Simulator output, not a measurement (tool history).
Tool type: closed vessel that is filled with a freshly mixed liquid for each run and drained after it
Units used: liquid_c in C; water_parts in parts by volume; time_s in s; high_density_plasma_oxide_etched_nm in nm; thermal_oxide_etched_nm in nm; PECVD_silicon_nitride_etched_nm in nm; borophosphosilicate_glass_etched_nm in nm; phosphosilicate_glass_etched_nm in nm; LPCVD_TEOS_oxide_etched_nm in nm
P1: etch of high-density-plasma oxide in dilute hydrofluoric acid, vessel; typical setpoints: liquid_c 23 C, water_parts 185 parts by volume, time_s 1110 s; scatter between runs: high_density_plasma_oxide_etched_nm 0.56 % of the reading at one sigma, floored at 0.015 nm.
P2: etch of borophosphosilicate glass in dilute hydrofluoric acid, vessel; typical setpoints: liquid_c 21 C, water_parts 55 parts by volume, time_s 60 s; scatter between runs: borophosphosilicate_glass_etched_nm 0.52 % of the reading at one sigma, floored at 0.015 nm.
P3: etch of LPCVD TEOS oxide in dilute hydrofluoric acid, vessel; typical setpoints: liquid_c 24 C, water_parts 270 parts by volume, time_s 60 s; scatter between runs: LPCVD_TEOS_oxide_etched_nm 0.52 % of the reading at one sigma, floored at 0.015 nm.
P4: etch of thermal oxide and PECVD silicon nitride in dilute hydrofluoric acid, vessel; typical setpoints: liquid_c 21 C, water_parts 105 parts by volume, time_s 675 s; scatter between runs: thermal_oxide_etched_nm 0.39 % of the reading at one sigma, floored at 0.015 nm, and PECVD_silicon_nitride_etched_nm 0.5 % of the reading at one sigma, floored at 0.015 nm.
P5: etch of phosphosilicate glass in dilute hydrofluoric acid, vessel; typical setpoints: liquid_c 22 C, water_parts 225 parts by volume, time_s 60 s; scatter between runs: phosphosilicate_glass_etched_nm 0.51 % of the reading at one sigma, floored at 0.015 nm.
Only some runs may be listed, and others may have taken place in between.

run,hour,process,liquid_c,water_parts,time_s,high_density_plasma_oxide_etched_nm,thermal_oxide_etched_nm,PECVD_silicon_nitride_etched_nm,borophosphosilicate_glass_etched_nm,phosphosilicate_glass_etched_nm,LPCVD_TEOS_oxide_etched_nm
1,10.1,P1,23,185,1110,29.6,,,,,
2,27.2,P4,21,105,675,,26.161,29.528,,,
3,38.6,P4,21,105,265,,10.282,11.595,,,
4,47.9,P2,21,55,60,,,,31.405,,
5,61.3,P4,21,175,675,,14.558,17.979,,,
6,69.4,P1,23,185,1110,29.36,,,,,
7,85.2,P1,23,185,625,16.567,,,,,
8,100.3,P1,23,185,1110,29.111,,,,,
9,111,P5,22,380,60,,,,,17.595,
10,124.6,P2,21,55,115,,,,60.154,,
11,132.3,P5,22,225,105,,,,,60.941,
12,142.1,P4,17,105,675,,22.124,22.272,,,
13,158.3,P1,23,185,1835,48.573,,,,,
14,168.1,P3,24,270,60,,,,,,8.7891
15,181,P4,21,105,675,,26.34,29.413,,,
16,195.5,P5,22,225,60,,,,,34.885,
17,210.3,P2,21,55,60,,,,31.459,,
18,226,P1,23,185,1110,29.364,,,,,
19,236.6,P1,23,185,1110,29.436,,,,,
20,250.3,P5,17,225,60,,,,,28.645,
21,261.5,P1,23,185,1110,29.682,,,,,
22,275.9,P2,17,55,60,,,,26.506,,
23,291.1,P3,24,270,60,,,,,,8.7645
24,303,P1,23,100,555,29.572,,,,,
25,312.8,P3,24,85,60,,,,,,34.054
# hour 324.2: hydrofluoric acid flow meter replaced
26,325.5,P2,21,105,60,,,,15.542,,
27,341.9,P3,24,270,115,,,,,,16.853
28,351.5,P3,17,270,60,,,,,,6.7846
29,361.2,P1,23,50,1110,126.69,,,,,
30,369.7,P1,23,325,1110,14.651,,,,,
31,379.7,P1,27.5,185,1110,34.555,,,,,
32,389,P1,19,185,1110,25.222,,,,,
33,396.7,P1,23,185,1110,29.448,,,,,
34,407.1,P1,23,185,1110,28.694,,,,,
35,416,P1,23,185,1110,28.499,,,,,
36,431.6,P1,23,185,1110,27.719,,,,,
37,445.6,P1,23,185,1110,27.994,,,,,
38,460.4,P1,23,185,1110,27.517,,,,,
39,469.7,P1,23,185,1110,27.33,,,,,
40,480.8,P1,23,185,1110,27.122,,,,,
41,492.4,P1,23,185,1110,27.015,,,,,

What will run 42 give?
42,507.5,P1,23,185,1110,?,,,,,

{"run 42": {"high_density_plasma_oxide_etched_nm": 27.417}}
